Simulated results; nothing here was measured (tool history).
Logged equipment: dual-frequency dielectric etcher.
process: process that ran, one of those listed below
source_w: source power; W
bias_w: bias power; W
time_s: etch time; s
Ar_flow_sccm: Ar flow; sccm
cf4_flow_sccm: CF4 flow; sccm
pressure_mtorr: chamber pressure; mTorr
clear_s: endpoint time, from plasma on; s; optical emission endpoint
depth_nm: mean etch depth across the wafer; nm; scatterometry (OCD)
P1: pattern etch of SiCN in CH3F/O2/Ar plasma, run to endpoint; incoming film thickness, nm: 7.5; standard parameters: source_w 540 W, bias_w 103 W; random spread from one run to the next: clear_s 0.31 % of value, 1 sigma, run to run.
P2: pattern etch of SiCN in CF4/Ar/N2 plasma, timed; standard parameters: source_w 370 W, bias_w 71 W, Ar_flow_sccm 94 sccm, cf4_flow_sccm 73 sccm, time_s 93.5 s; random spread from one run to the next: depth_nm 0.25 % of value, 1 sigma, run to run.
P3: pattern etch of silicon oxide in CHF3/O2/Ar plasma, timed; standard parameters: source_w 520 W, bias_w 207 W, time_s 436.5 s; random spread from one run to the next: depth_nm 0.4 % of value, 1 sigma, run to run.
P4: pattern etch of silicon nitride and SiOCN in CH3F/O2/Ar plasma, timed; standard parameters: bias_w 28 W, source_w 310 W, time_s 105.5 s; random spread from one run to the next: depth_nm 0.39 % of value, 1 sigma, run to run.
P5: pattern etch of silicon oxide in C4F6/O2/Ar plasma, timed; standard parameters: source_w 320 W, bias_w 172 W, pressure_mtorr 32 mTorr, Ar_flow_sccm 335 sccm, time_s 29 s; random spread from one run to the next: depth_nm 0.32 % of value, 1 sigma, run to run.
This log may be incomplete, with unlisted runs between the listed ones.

run   hour  process  source_w  bias_w  time_s  Ar_flow_sccm  cf4_flow_sccm  pressure_mtorr  hours since the last wet clean  hours since the last source power generator calibration  hours since the last bias power generator calibration  clear_s  depth_nm
  1    3.1       P1       540     103                                                                                268.3                                                    231.7                                                 2686.7   15.645
  2    6.5       P4       190      28   105.5                                                                        271.7                                                    235.1                                                 2690.1             12.331
  3    9.5       P4       310      28    70.5                                                                        274.7                                                    238.1                                                 2693.1             9.7459
  4   14.8       P2       370      71    93.5            94             89                                             280                                                    243.4                                                 2698.4             68.477
  5   18.1       P4       310      28   105.5                                                                        283.3                                                    246.7                                                 2701.7             14.634
  6   21.2       P1       650     137                                                                                286.4                                                    249.8                                                 2704.8    13.14
  7   24.5       P4       310      33   105.5                                                                        289.7                                                    253.1                                                 2708.1             15.956
  8   29.6       P3       370     207   436.5                                                                        294.8                                                    258.2                                                 2713.2             774.85
  9   34.8       P1       540     125                                                                                  300                                                    263.4                                                 2718.4    14.56
 10   39.2       P2       370      71    93.5            94             73                                           304.4                                                    267.8                                                 2722.8             66.988
 11   42.7       P2       370      71   137.5            94             73                                           307.9                                                    271.3                                                 2726.3             98.458
 12   46.2       P3       520     207   436.5                                                                        311.4                                                    274.8                                                 2729.8             867.92
 13   51.7       P5       320     172      29           335                             40                           316.9                                                    280.3                                                 2735.3             80.796
 14   55.2       P5       200     172      29           335                             32                           320.4                                                    283.8                                                 2738.8             69.545
 15   59.5       P1       540     103                                                                                324.7                                                    288.1                                                 2743.1    15.65
 16   63.4       P2       250      71    93.5            94             73                                           328.6                                                      292                                                   2747             47.423
 17   67.5       P1       540     103                                                                                332.7                                                    296.1                                                 2751.1   15.591
 18   70.7       P5       320     172      29           335                             32                           335.9                                                    299.3                                                 2754.3             83.768
 19   75.8       P1       540     103                                                                                  341                                                    304.4                                                 2759.4   15.597
 20   81.1       P5       320     172    38.5           335                             32                           346.3                                                    309.7                                                 2764.7             110.44
 21   85.7       P3       520     130   436.5                                                                        350.9                                                    314.3                                                 2769.3             745.84
 22   90.5       P5       320     172      29           335                             32                           355.7                                                    319.1                                                 2774.1             82.987
 23   93.3       P2       370      71    93.5            65             73                                           358.5                                                    321.9                                                 2776.9              70.35
 24   96.9       P5       320     206      29           335                             32                           362.1                                                    325.5                                                 2780.5             88.265
 25   99.9       P1       540     103                                                                                365.1                                                    328.5                                                 2783.5   15.524
 26  102.6       P5       320     172      29           407                             32                           367.8                                                    331.2                                                 2786.2             81.571
 27  107.5       P2       370      87    93.5            94             73                                           372.7                                                    336.1                                                 2791.1             71.975
 28  110.6       P1       540      72                                                                                375.8                                                    339.2                                                 2794.2   17.806
 29  115.7       P1       420     103                                                                                380.9                                                    344.3                                                 2799.3   17.127
 30    121       P1       730     103                                                                                386.2                                                    349.6                                                 2804.6   13.943
 31  123.6       P2       370      71    93.5            94             73                                           388.8                                                    352.2                                                 2807.2             66.882
 32  127.2       P1       400      82                                                                                392.4                                                    355.8                                                 2810.8   18.894
 33  131.8       P4       310      28   105.5                                                                          397                                                    360.4                                                 2815.4             14.579
 34  137.1       P3       520     207   340.5                                                                        402.3                                                    365.7                                                 2820.7             683.92
 35  140.6       P1       540     103                                                                                405.8                                                    369.2                                                 2824.2   15.643
 36    143       P1       540     103                                                                                408.2                                                    371.6                                                 2826.6   15.659
 37  146.5       P1       540     103                                                                                411.7                                                    375.1                                                 2830.1   15.499
 38  149.9       P1       540     103                                                                                415.1                                                    378.5                                                 2833.5    15.39
 39  153.7       P1       540     103                                                                                418.9                                                    382.3                                                 2837.3   15.394
 40  156.7       P1       540     103                                                                                421.9                                                    385.3                                                 2840.3   15.299
 41  160.5       P1       540     103                                                                                425.7                                                    389.1                                                 2844.1   15.318
 42  163.2       P1       540     103                                                                                428.4                                                    391.8                                                 2846.8   15.268
     164.4  -- wet clean of the chamber
 43  166.4       P1       540     103                                                                                  2.1                                                      395                                                   2850   15.262
 44  171.1       P1       540     103                                                                                  6.8                                                    399.7                                                 2854.7   15.215
 45  175.4       P1       540     103                                                                                 11.1                                                      404                                                   2859   15.372
 46  180.5       P1       540     103                                                                                 16.2                                                    409.1                                                 2864.1   15.349

What P1 gives has crept away from where it was. These 2 causes fit the log equally well, each at the size given:
A: source power that arrives over what is set, % = 4.83
B: bias power that arrives over what is set, % = 4.79
The drift started at roughly hour 140.6.
Other possible causes, and why each is ruled out:
chamber walls in a state that raises the etch rate, %: its service at hour 164.4 followed the start of the drift and did not put the process back to its old value

Question marks stand in for the results of the 4 check runs listed below, each run on one wafer. Under which run would the listed causes show clearly different results?
check 1  185.6       P5       320     172      29           335                             32                                                                                                                                                                  ?
check 2  185.6       P3       520     207   436.5                                                                                                                                                                                                               ?
check 3  185.6       P4       310      28   105.5                                                                                                                                                                                                               ?
check 4  185.6       P2       370      71    93.5            94             73                                                                                                                                                                                  ?

Predicted outcomes, by check and by cause:
  check    result    if A    if B
check 1  depth_nm  84.867  84.579
check 2  depth_nm  888.59  887.28
check 3  depth_nm  14.831  14.923
check 4  depth_nm  69.717   67.98
How far apart the two closest causes lie, in the result that separates them most: check 1 0.34 %; check 2 0.15 %; check 3 0.61 %; check 4 2.52 %
Only in check 4 would the causes give clearly different results; in the remaining checks their results would be nearly the same.

Here is what check 4 returned: depth_nm 67.616 nm. Which cause is it?

B is the cause: bias power that arrives over what is set, %.
